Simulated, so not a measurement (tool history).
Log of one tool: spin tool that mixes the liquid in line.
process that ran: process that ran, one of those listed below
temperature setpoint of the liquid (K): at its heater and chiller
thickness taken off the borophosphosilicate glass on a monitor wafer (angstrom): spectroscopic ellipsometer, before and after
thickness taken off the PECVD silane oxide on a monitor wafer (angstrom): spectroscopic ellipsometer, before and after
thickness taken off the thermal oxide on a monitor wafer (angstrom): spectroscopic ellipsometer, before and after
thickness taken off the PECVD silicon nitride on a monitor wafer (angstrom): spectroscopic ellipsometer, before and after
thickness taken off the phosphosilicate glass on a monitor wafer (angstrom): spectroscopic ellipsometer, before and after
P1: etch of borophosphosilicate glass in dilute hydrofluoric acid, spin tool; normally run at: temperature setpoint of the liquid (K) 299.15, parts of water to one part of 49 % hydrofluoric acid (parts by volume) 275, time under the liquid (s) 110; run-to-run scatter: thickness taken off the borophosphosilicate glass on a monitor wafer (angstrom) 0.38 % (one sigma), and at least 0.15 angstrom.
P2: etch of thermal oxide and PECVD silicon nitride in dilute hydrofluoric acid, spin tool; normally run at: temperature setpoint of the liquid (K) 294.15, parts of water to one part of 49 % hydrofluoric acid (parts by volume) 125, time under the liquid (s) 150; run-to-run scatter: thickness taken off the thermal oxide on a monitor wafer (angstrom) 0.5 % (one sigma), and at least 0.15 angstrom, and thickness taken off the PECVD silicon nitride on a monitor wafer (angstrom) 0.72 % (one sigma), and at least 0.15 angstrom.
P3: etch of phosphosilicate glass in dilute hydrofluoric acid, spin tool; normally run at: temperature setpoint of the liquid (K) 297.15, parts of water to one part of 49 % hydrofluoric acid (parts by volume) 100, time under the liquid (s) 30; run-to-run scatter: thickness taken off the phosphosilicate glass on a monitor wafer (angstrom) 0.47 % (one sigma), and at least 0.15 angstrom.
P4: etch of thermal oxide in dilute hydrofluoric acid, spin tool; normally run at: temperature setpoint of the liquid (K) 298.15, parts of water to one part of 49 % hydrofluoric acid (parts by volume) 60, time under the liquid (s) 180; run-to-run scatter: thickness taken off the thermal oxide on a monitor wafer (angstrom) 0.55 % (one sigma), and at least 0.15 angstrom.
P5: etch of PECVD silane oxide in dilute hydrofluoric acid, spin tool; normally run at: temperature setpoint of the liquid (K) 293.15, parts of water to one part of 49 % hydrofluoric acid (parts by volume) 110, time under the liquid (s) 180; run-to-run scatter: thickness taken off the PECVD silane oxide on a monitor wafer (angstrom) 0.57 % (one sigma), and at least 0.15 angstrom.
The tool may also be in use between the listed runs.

run   hour  process that ran  temperature setpoint of the liquid (K)  parts of water to one part of 49 % hydrofluoric acid (parts by volume)  time under the liquid (s)  hours since the thermometer was replaced  hours since the hydrofluoric acid flow meter was replaced  thickness taken off the borophosphosilicate glass on a monitor wafer (angstrom)  thickness taken off the PECVD silane oxide on a monitor wafer (angstrom)  thickness taken off the thermal oxide on a monitor wafer (angstrom)  thickness taken off the PECVD silicon nitride on a monitor wafer (angstrom)  thickness taken off the phosphosilicate glass on a monitor wafer (angstrom)
  1    5.3                P1                                  299.15                                                                     275                        110                                    1288.5                                                      937.9                                                                           146.74
  2   12.8                P5                                  293.15                                                                     110                         55                                      1296                                                      945.4                                                                                                                                                     88.157
  3   17.1                P2                                  294.15                                                                     125                        150                                    1300.3                                                      949.7                                                                                                                                                                                                                           49.43                                                                       28.379
  4   23.9                P3                                  297.15                                                                     100                         30                                    1307.1                                                      956.5                                                                                                                                                                                                                                                                                                                                                                                    483.52
  5   31.9                P1                                  295.65                                                                     275                         35                                    1315.1                                                      964.5                                                                           40.862
  6   36.7                P3                                  297.15                                                                     100                         15                                    1319.9                                                      969.3                                                                                                                                                                                                                                                                                                                                                                                    239.11
  7   43.7                P1                                  299.15                                                                     475                         40                                    1326.9                                                      976.3                                                                           25.292
  8   48.7                P1                                  299.15                                                                     275                         60                                    1331.9                                                      981.3                                                                           79.723
  9   55.2                P2                                  294.15                                                                     125                        150                                    1338.4                                                      987.8                                                                                                                                                                                                                           49.82                                                                       28.082
 10   62.1                P5                                  298.65                                                                     110                        180                                    1345.3                                                      994.7                                                                                                                                                     362.68
 11   66.6                P1                                  291.15                                                                     275                        110                                    1349.8                                                      999.2                                                                           109.31
 12   74.6                P5                                  293.15                                                                     110                        180                                    1357.8                                                     1007.2                                                                                                                                                     285.28
 13   82.4                P1                                  299.15                                                                     275                        110                                    1365.6                                                       1015                                                                           145.87
 14   89.2                P1                                  299.15                                                                     275                        110                                    1372.4                                                     1021.8                                                                           144.97
 15   94.6                P3                                  297.15                                                                      45                         30                                    1377.8                                                     1027.2                                                                                                                                                                                                                                                                                                                                                                                    1152.1
 16  101.9                P1                                  299.15                                                                     425                        110                                    1385.1                                                     1034.5                                                                           81.524
 17  105.6                P5                                  293.15                                                                     110                        180                                    1388.8                                                     1038.2                                                                                                                                                     285.49
 18  109.9                P4                                  298.15                                                                      60                        180                                    1393.1                                                     1042.5                                                                                                                                                                                                                          155.91
 19  115.7                P5                                  293.15                                                                     190                        180                                    1398.9                                                     1048.3                                                                                                                                                     152.43
 20  123.3                P2                                  290.65                                                                     125                        150                                    1406.5                                                     1055.9                                                                                                                                                                                                                           42.91                                                                       22.171
 21  130.7                P1                                  299.15                                                                     275                        110                                    1413.9                                                     1063.3                                                                           144.93
 22  136.3                P4                                  298.15                                                                      60                         15                                    1419.5                                                     1068.9                                                                                                                                                                                                                           13.06
 23  142.8                P1                                  299.15                                                                     275                        165                                      1426                                                     1075.4                                                                           217.36
 24  150.5                P3                                  305.15                                                                     100                         30                                    1433.7                                                     1083.1                                                                                                                                                                                                                                                                                                                                                                                    654.41
 25  157.9                P1                                  299.15                                                                      75                        110                                    1441.1                                                     1090.5                                                                           675.51
 26  165.7                P1                                  299.15                                                                     275                        110                                    1448.9                                                     1098.3                                                                           145.09
 27  172.9                P4                                  298.15                                                                      30                        180                                    1456.1                                                     1105.5                                                                                                                                                                                                                           320.8
 28  177.1                P1                                  305.15                                                                     275                        110                                    1460.3                                                     1109.7                                                                           176.65
 29  183.2                P2                                  294.15                                                                     125                        285                                    1466.4                                                     1115.8                                                                                                                                                                                                                          94.038                                                                       53.787
 30  189.5                P4                                  306.15                                                                      60                        180                                    1472.7                                                     1122.1                                                                                                                                                                                                                           213.4
 31    195                P4                                  298.15                                                                      60                        180                                    1478.2                                                     1127.6                                                                                                                                                                                                                          155.39
 32  201.4                P2                                  294.15                                                                     180                        150                                    1484.6                                                       1134                                                                                                                                                                                                                           32.53                                                                       19.943
 33  209.7                P1                                  299.15                                                                     275                        110                                    1492.9                                                     1142.3                                                                           146.55
 34  216.8                P1                                  299.15                                                                     275                        110                                      1500                                                     1149.4                                                                           150.66
 35  225.2                P1                                  299.15                                                                     275                        110                                    1508.4                                                     1157.8                                                                           151.83
 36  230.7                P1                                  299.15                                                                     275                        110                                    1513.9                                                     1163.3                                                                           153.14
 37    239                P1                                  299.15                                                                     275                        110                                    1522.2                                                     1171.6                                                                            154.3
 38  244.7                P1                                  299.15                                                                     275                        110                                    1527.9                                                     1177.3                                                                           153.93
 39  250.2                P1                                  299.15                                                                     275                        110                                    1533.4                                                     1182.8                                                                           153.44
 40  255.4                P1                                  299.15                                                                     275                        110                                    1538.6                                                       1188                                                                           154.84

What P1 gives has crept away from where it was. These 2 causes fit the log equally well, each at the size given:
A: liquid hotter than its thermometer reads (K) = 1.7
B: hydrofluoric acid flow above the setpoint (%) = 4.61
The creep began at about hour 209.7.

4 check runs are offered, one wafer each, their results left as question marks. Which one tells the causes apart?
check 1  260.6                P4                                  306.15                                                                      60                         15                                                                                                                                                                                                                                                                                                                                    ?
check 2  260.6                P3                                  303.15                                                                     100                         15                                                                                                                                                                                                                                                                                                                                                                                                                                                                                              ?
check 3  260.6                P2                                  291.15                                                                     125                        150                                                                                                                                                                                                                                                                                                                                    ?                                                                            ?
check 4  260.6                P5                                  293.15                                                                     165                         60                                                                                                                                                                                                                                                               ?

What each check would give under each cause:
  check                                                                       result    if A    if B
check 1          thickness taken off the thermal oxide on a monitor wafer (angstrom)  18.949  18.672
check 2  thickness taken off the phosphosilicate glass on a monitor wafer (angstrom)  323.54  319.72
check 3          thickness taken off the thermal oxide on a monitor wafer (angstrom)  47.107  46.234
check 3  thickness taken off the PECVD silicon nitride on a monitor wafer (angstrom)  26.065  24.253
check 4     thickness taken off the PECVD silane oxide on a monitor wafer (angstrom)  64.462   63.57
How far apart the two closest causes lie, in the result that separates them most: check 1 1.47 %; check 2 1.19 %; check 3 7.2 %; check 4 1.39 %
Only check 3 tells the causes apart: in the others they would give nearly the same result.

Check 3 was then run and gave: thickness taken off the thermal oxide on a monitor wafer (angstrom) 47.441; thickness taken off the PECVD silicon nitride on a monitor wafer (angstrom) 25.556. Which cause is it?

It is A: liquid hotter than its thermometer reads (K).
